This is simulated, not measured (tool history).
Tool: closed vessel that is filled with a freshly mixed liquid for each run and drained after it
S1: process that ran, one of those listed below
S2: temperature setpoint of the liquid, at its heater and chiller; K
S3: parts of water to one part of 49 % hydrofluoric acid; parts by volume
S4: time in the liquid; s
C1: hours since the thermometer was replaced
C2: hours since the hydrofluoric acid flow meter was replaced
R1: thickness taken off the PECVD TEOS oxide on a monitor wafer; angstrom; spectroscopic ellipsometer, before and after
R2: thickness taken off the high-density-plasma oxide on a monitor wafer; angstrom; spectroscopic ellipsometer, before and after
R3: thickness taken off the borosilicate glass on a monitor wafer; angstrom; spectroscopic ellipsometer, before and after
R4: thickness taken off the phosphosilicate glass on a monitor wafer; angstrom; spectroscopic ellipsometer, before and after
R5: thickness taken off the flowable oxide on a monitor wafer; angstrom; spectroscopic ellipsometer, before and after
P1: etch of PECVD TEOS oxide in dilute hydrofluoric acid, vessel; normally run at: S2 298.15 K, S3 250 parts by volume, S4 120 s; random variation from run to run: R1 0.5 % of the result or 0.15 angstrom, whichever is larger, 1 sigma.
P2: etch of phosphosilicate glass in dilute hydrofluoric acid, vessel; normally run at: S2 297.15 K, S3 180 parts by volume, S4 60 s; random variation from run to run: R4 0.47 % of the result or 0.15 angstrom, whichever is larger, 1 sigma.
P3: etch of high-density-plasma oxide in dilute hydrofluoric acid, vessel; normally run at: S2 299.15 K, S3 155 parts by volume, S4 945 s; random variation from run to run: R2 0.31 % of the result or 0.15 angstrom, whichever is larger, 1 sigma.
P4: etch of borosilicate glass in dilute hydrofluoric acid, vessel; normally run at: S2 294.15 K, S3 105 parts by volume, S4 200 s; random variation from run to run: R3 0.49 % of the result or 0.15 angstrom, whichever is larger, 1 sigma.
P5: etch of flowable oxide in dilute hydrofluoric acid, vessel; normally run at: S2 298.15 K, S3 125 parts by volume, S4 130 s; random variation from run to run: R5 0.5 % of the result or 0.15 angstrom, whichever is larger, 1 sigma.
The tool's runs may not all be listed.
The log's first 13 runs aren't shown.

{"run": 14, "hour": 163.0, "S1": "P2", "S2": 297.15, "S3": 60, "S4": 60, "C1": 1293.5, "C2": 22.4, "R4": 2135.2}
{"run": 15, "hour": 175.4, "S1": "P1", "S2": 298.15, "S3": 250, "S4": 55, "C1": 1305.9, "C2": 34.8, "R1": 24.233}
{"run": 16, "hour": 185.1, "S1": "P5", "S2": 298.15, "S3": 50, "S4": 130, "C1": 1315.6, "C2": 44.5, "R5": 1146}
{"run": 17, "hour": 193.0, "S1": "P1", "S2": 304.15, "S3": 380, "S4": 120, "C1": 1323.5, "C2": 52.4, "R1": 37.304}
{"run": 18, "hour": 201.4, "S1": "P1", "S2": 298.15, "S3": 390, "S4": 220, "C1": 1331.9, "C2": 60.8, "R1": 54.311}
{"run": 19, "hour": 209.7, "S1": "P1", "S2": 298.15, "S3": 250, "S4": 120, "C1": 1340.2, "C2": 69.1, "R1": 52.207}
{"run": 20, "hour": 224.8, "S1": "P4", "S2": 290.15, "S3": 105, "S4": 200, "C1": 1355.3, "C2": 84.2, "R3": 367.38}
{"run": 21, "hour": 236.9, "S1": "P1", "S2": 306.15, "S3": 250, "S4": 120, "C1": 1367.4, "C2": 96.3, "R1": 69.233}
{"run": 22, "hour": 244.8, "S1": "P4", "S2": 294.15, "S3": 105, "S4": 90, "C1": 1375.3, "C2": 104.2, "R3": 193.71}

The next listed run, before its measurement:
{"run": 23, "hour": 255.2, "S1": "P5", "S2": 298.15, "S3": 125, "S4": 260, "C1": 1385.7, "C2": 114.6, "R5": "?"}

{"run 23": {"R5": 829.52}}

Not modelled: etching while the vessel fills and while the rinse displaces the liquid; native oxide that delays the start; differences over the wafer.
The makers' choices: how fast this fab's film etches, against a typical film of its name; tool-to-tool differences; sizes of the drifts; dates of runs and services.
